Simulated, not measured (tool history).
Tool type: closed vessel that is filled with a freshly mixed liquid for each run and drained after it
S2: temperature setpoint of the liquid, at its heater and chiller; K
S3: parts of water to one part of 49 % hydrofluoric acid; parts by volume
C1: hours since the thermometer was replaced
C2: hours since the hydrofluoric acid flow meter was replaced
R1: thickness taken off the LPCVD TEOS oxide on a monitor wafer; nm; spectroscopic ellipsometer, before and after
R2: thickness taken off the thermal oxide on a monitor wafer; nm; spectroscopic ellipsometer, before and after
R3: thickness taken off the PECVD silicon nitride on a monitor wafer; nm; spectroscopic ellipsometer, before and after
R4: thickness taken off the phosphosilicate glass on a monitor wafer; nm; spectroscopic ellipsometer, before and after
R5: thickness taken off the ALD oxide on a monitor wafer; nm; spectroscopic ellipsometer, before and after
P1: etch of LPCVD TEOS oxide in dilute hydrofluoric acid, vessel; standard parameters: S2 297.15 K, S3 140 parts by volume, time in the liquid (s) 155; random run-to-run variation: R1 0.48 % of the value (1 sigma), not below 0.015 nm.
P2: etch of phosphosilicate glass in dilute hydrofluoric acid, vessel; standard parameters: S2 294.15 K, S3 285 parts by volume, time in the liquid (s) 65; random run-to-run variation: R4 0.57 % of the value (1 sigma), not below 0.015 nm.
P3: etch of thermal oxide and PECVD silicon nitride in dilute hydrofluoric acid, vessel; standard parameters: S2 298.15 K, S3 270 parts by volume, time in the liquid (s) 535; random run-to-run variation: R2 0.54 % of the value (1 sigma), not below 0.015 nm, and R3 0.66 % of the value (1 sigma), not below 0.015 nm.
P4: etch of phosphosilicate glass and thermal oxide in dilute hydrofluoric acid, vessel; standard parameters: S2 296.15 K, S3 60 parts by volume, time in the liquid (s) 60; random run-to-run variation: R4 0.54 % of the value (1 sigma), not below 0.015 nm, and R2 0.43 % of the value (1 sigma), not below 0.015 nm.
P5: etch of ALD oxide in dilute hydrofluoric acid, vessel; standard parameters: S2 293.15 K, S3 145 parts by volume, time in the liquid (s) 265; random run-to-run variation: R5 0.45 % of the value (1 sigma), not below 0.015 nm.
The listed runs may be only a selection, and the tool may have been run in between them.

{"run": 1, "hour": 5.0, "process that ran": "P1", "S2": 297.15, "S3": 140, "time in the liquid (s)": 155, "C1": 563.6, "C2": 472.7, "R1": 24.381}
{"run": 2, "hour": 10.1, "process that ran": "P3", "S2": 298.15, "S3": 270, "time in the liquid (s)": 535, "C1": 568.7, "C2": 477.8, "R2": 8.5288, "R3": 4.0068}
{"run": 3, "hour": 14.5, "process that ran": "P1", "S2": 297.15, "S3": 60, "time in the liquid (s)": 155, "C1": 573.1, "C2": 482.2, "R1": 61.983}
{"run": 4, "hour": 20.9, "process that ran": "P1", "S2": 297.15, "S3": 140, "time in the liquid (s)": 155, "C1": 579.5, "C2": 488.6, "R1": 24.321}
{"run": 5, "hour": 23.8, "process that ran": "P1", "S2": 297.15, "S3": 240, "time in the liquid (s)": 155, "C1": 582.4, "C2": 491.5, "R1": 12.64}
{"run": 6, "hour": 29.6, "process that ran": "P4", "S2": 296.15, "S3": 60, "time in the liquid (s)": 30, "C1": 588.2, "C2": 497.3, "R2": 2.3606, "R4": 30.419}
{"run": 7, "hour": 35.9, "process that ran": "P1", "S2": 297.15, "S3": 140, "time in the liquid (s)": 155, "C1": 594.5, "C2": 503.6, "R1": 24.466}
{"run": 8, "hour": 40.9, "process that ran": "P4", "S2": 296.15, "S3": 60, "time in the liquid (s)": 60, "C1": 599.5, "C2": 508.6, "R2": 4.7694, "R4": 60.716}
{"run": 9, "hour": 45.1, "process that ran": "P1", "S2": 297.15, "S3": 140, "time in the liquid (s)": 155, "C1": 603.7, "C2": 512.8, "R1": 24.352}
{"run": 10, "hour": 51.8, "process that ran": "P2", "S2": 294.15, "S3": 285, "time in the liquid (s)": 65, "C1": 610.4, "C2": 519.5, "R4": 21.115}
{"run": 11, "hour": 56.3, "process that ran": "P3", "S2": 293.65, "S3": 270, "time in the liquid (s)": 535, "C1": 614.9, "C2": 524, "R2": 7.2584, "R3": 2.9993}
{"run": 12, "hour": 60.3, "process that ran": "P1", "S2": 301.65, "S3": 140, "time in the liquid (s)": 155, "C1": 618.9, "C2": 528, "R1": 28.741}
{"run": 13, "hour": 63.5, "process that ran": "P2", "S2": 294.15, "S3": 285, "time in the liquid (s)": 65, "C1": 622.1, "C2": 531.2, "R4": 21.139}
{"run": 14, "hour": 68.3, "process that ran": "P2", "S2": 290.15, "S3": 285, "time in the liquid (s)": 65, "C1": 626.9, "C2": 536, "R4": 18.31}
{"run": 15, "hour": 72.7, "process that ran": "P2", "S2": 294.15, "S3": 515, "time in the liquid (s)": 65, "C1": 631.3, "C2": 540.4, "R4": 9.6276}
{"run": 16, "hour": 76.7, "process that ran": "P3", "S2": 298.15, "S3": 475, "time in the liquid (s)": 535, "C1": 635.3, "C2": 544.4, "R2": 3.9174, "R3": 2.2609}
{"run": 17, "hour": 82.5, "process that ran": "P5", "S2": 293.15, "S3": 145, "time in the liquid (s)": 265, "C1": 641.1, "C2": 550.2, "R5": 23.1}
{"run": 18, "hour": 86.2, "process that ran": "P1", "S2": 297.15, "S3": 140, "time in the liquid (s)": 240, "C1": 644.8, "C2": 553.9, "R1": 37.735}
{"run": 19, "hour": 91.8, "process that ran": "P1", "S2": 297.15, "S3": 140, "time in the liquid (s)": 155, "C1": 650.4, "C2": 559.5, "R1": 24.249}
{"run": 20, "hour": 96.1, "process that ran": "P4", "S2": 303.15, "S3": 60, "time in the liquid (s)": 60, "C1": 654.7, "C2": 563.8, "R2": 6.2956, "R4": 81.094}
{"run": 21, "hour": 99.5, "process that ran": "P3", "S2": 298.15, "S3": 270, "time in the liquid (s)": 535, "C1": 658.1, "C2": 567.2, "R2": 8.4429, "R3": 4.0092}
{"run": 22, "hour": 102.9, "process that ran": "P1", "S2": 297.15, "S3": 140, "time in the liquid (s)": 30, "C1": 661.5, "C2": 570.6, "R1": 4.6905}
{"run": 23, "hour": 106.7, "process that ran": "P5", "S2": 293.15, "S3": 145, "time in the liquid (s)": 265, "C1": 665.3, "C2": 574.4, "R5": 23.27}
{"run": 24, "hour": 113.0, "process that ran": "P1", "S2": 297.15, "S3": 205, "time in the liquid (s)": 30, "C1": 671.6, "C2": 580.7, "R1": 2.9988}
{"run": 25, "hour": 118.8, "process that ran": "P1", "S2": 297.15, "S3": 140, "time in the liquid (s)": 155, "C1": 677.4, "C2": 586.5, "R1": 24.323}
{"run": 26, "hour": 122.1, "process that ran": "P4", "S2": 296.15, "S3": 105, "time in the liquid (s)": 60, "C1": 680.7, "C2": 589.8, "R2": 2.5723, "R4": 32.935}
{"run": 27, "hour": 126.2, "process that ran": "P3", "S2": 298.15, "S3": 270, "time in the liquid (s)": 1020, "C1": 684.8, "C2": 593.9, "R2": 16.127, "R3": 7.6851}
{"run": 28, "hour": 132.9, "process that ran": "P5", "S2": 293.15, "S3": 145, "time in the liquid (s)": 30, "C1": 691.5, "C2": 600.6, "R5": 2.6252}
{"run": 29, "hour": 136.1, "process that ran": "P5", "S2": 290.15, "S3": 145, "time in the liquid (s)": 265, "C1": 694.7, "C2": 603.8, "R5": 20.497}
{"run": 30, "hour": 139.5, "process that ran": "P5", "S2": 293.15, "S3": 55, "time in the liquid (s)": 265, "C1": 698.1, "C2": 607.2, "R5": 66.944}
{"run": 31, "hour": 144.9, "process that ran": "P1", "S2": 291.65, "S3": 140, "time in the liquid (s)": 155, "C1": 703.5, "C2": 612.6, "R1": 19.562}
{"run": 32, "hour": 151.5, "process that ran": "P1", "S2": 293.65, "S3": 240, "time in the liquid (s)": 155, "C1": 710.1, "C2": 619.2, "R1": 11.232}
{"run": 33, "hour": 156.2, "process that ran": "P2", "S2": 294.15, "S3": 285, "time in the liquid (s)": 30, "C1": 714.8, "C2": 623.9, "R4": 9.8251}
{"run": 34, "hour": 159.2, "process that ran": "P1", "S2": 297.15, "S3": 140, "time in the liquid (s)": 155, "C1": 717.8, "C2": 626.9, "R1": 24.235}
{"run": 35, "hour": 163.2, "process that ran": "P1", "S2": 297.15, "S3": 140, "time in the liquid (s)": 155, "C1": 721.8, "C2": 630.9, "R1": 23.854}
{"run": 36, "hour": 167.6, "process that ran": "P1", "S2": 297.15, "S3": 140, "time in the liquid (s)": 155, "C1": 726.2, "C2": 635.3, "R1": 23.471}
{"run": 37, "hour": 172.8, "process that ran": "P1", "S2": 297.15, "S3": 140, "time in the liquid (s)": 155, "C1": 731.4, "C2": 640.5, "R1": 23.297}
{"run": 38, "hour": 176.4, "process that ran": "P1", "S2": 297.15, "S3": 140, "time in the liquid (s)": 155, "C1": 735, "C2": 644.1, "R1": 23.117}
{"run": 39, "hour": 182.6, "process that ran": "P1", "S2": 297.15, "S3": 140, "time in the liquid (s)": 155, "C1": 741.2, "C2": 650.3, "R1": 22.894}
{"run": 40, "hour": 186.6, "process that ran": "P1", "S2": 297.15, "S3": 140, "time in the liquid (s)": 155, "C1": 745.2, "C2": 654.3, "R1": 22.942}
{"run": 41, "hour": 190.6, "process that ran": "P1", "S2": 297.15, "S3": 140, "time in the liquid (s)": 155, "C1": 749.2, "C2": 658.3, "R1": 22.771}
{"run": 42, "hour": 194.3, "process that ran": "P1", "S2": 297.15, "S3": 140, "time in the liquid (s)": 155, "C1": 752.9, "C2": 662, "R1": 22.814}
{"run": 43, "hour": 198.8, "process that ran": "P1", "S2": 297.15, "S3": 140, "time in the liquid (s)": 155, "C1": 757.4, "C2": 666.5, "R1": 22.683}
{"run": 44, "hour": 203.9, "process that ran": "P1", "S2": 297.15, "S3": 140, "time in the liquid (s)": 155, "C1": 762.5, "C2": 671.6, "R1": 22.714}
{"run": 45, "hour": 207.5, "process that ran": "P1", "S2": 297.15, "S3": 140, "time in the liquid (s)": 155, "C1": 766.1, "C2": 675.2, "R1": 22.824}

What P1 gives has crept off from where it sat before. The 2 causes that follow fit the log equally well, each at the size noted:
A: hydrofluoric acid flow below the setpoint (%) = 5.33
B: liquid colder than its thermometer reads (K) = 1.65
The creep began at about hour 159.2.

4 check runs are offered, each on 2 wafers whose results are averaged, their results left as question marks. Which one tells the causes apart?
{"run": "check 1", "hour": 211.1, "process that ran": "P5", "S2": 293.15, "S3": 145, "time in the liquid (s)": 265, "R5": "?"}
{"run": "check 2", "hour": 211.1, "process that ran": "P4", "S2": 296.15, "S3": 60, "time in the liquid (s)": 60, "R2": "?", "R4": "?"}
{"run": "check 3", "hour": 211.1, "process that ran": "P2", "S2": 294.15, "S3": 285, "time in the liquid (s)": 65, "R4": "?"}
{"run": "check 4", "hour": 211.1, "process that ran": "P3", "S2": 298.15, "S3": 270, "time in the liquid (s)": 535, "R2": "?", "R3": "?"}

Expected result of each check under each candidate cause:
check=check_1 result=R5 if_A=21.655 if_B=21.587
check=check_2 result=R2 if_A=4.5028 if_B=4.4613
check=check_2 result=R4 if_A=57.284 if_B=56.756
check=check_3 result=R4 if_A=19.723 if_B=19.9
check=check_4 result=R2 if_A=7.8897 if_B=7.9847
check=check_4 result=R3 if_A=3.8156 if_B=3.6405
Per-check spread between the two closest causes, in the result where they differ most: check 1 0.31 %; check 2 0.93 %; check 3 0.89 %; check 4 4.7 %
Of the check runs offered, only check 4 discriminates between the causes; the rest would read about the same regardless of which cause applies.

Check 4 was carried out, with these results: R2 7.9498 nm; R3 3.8189 nm. Which of the listed causes is responsible?

A is the cause: hydrofluoric acid flow below the setpoint (%).

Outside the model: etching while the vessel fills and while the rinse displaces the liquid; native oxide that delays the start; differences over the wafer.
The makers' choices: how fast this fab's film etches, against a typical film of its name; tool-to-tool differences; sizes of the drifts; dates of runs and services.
